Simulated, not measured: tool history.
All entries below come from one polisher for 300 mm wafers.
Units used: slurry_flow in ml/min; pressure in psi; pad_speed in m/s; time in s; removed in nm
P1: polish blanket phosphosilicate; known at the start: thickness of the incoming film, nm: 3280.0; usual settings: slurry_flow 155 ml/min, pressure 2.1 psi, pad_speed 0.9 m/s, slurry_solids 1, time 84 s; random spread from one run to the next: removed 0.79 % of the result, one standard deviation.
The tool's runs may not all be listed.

run    day  slurry_flow  pressure  pad_speed  slurry_solids  time  wafers polished on this pad  hours since the slurry nozzle was cleaned  hours since the head pressure was calibrated  hours since the slurry blender was calibrated  hours since the conditioning disc was replaced  removed
  1  0.479          155       2.1        0.9              1    84                          229                                      261.6                                         203.4                                          322.1                                              82   465.77
  2  1.075          155       1.2        0.9              1    84                          348                                      275.9                                         217.7                                          336.4                                            96.3   267.41
  3  1.475          155       2.1        0.9              1    84                          428                                      285.5                                         227.3                                            346                                           105.9   468.87
  4   2.05          155       2.1        0.9              1   131                          544                                      299.3                                         241.1                                          359.8                                           119.7   728.28
  5  2.558          155       2.1        0.9           1.45    84                          645                                      311.5                                         253.3                                            372                                           131.9    542.3
  6  2.938          155       2.1       1.18              1    84                          721                                      320.6                                         262.4                                          381.1                                             141   580.04
  7  3.229          155       3.1        0.9              1    84                          780                                      327.6                                         269.4                                          388.1                                             148   687.69
  8  3.829          155       2.1        0.5              1    84                          900                                        342                                         283.8                                          402.5                                           162.4   294.04
  9  4.288          155       2.1        0.9              1    84                          992                                        353                                         294.8                                          413.5                                           173.4   466.73
 10  4.729           95       2.1        0.9              1    84                         1080                                      363.6                                         305.4                                          424.1                                             184   420.45
 11  5.233          155       2.1        0.9              1    55                         1181                                      375.7                                         317.5                                          436.2                                           196.1   307.68
 12  5.808          155       2.1        0.9              1    84                         1296                                      389.5                                         331.3                                            450                                           209.9   467.71
 13  6.108          155       2.1        0.9           0.55    84                         1356                                      396.7                                         338.5                                          457.2                                           217.1   340.52
      6.45  -- slurry blender recalibrated
 14  6.667          155       2.1        0.9              1    84                         1468                                      410.1                                         351.9                                            5.3                                           230.5   465.89
     7.196  -- worn pad replaced by a new one
 15  7.217          155       1.5       1.22              1    84                            4                                      423.3                                         365.1                                           18.5                                           243.7   424.99
 16  7.788          210       2.1        0.9              1    84                          118                                        437                                         378.8                                           32.2                                           257.4   484.71
 17  8.258          155       2.1        0.9              1    84                          213                                      448.3                                         390.1                                           43.5                                           268.7   470.13
 18    8.6          155       2.1        0.9              1    84                          281                                      456.5                                         398.3                                           51.7                                           276.9   452.02
 19  8.896          155       2.1        0.9              1    84                          340                                      463.6                                         405.4                                           58.8                                             284   445.54
 20  9.233          155       2.1        0.9              1    84                          408                                      471.7                                         413.5                                           66.9                                           292.1   439.97

The next listed run, before its measurement:
 21  9.788          155       2.1        0.9              1    84                          519                                        485                                         426.8                                           80.2                                           305.4        ?

{"run 21": {"removed": 429.06}}
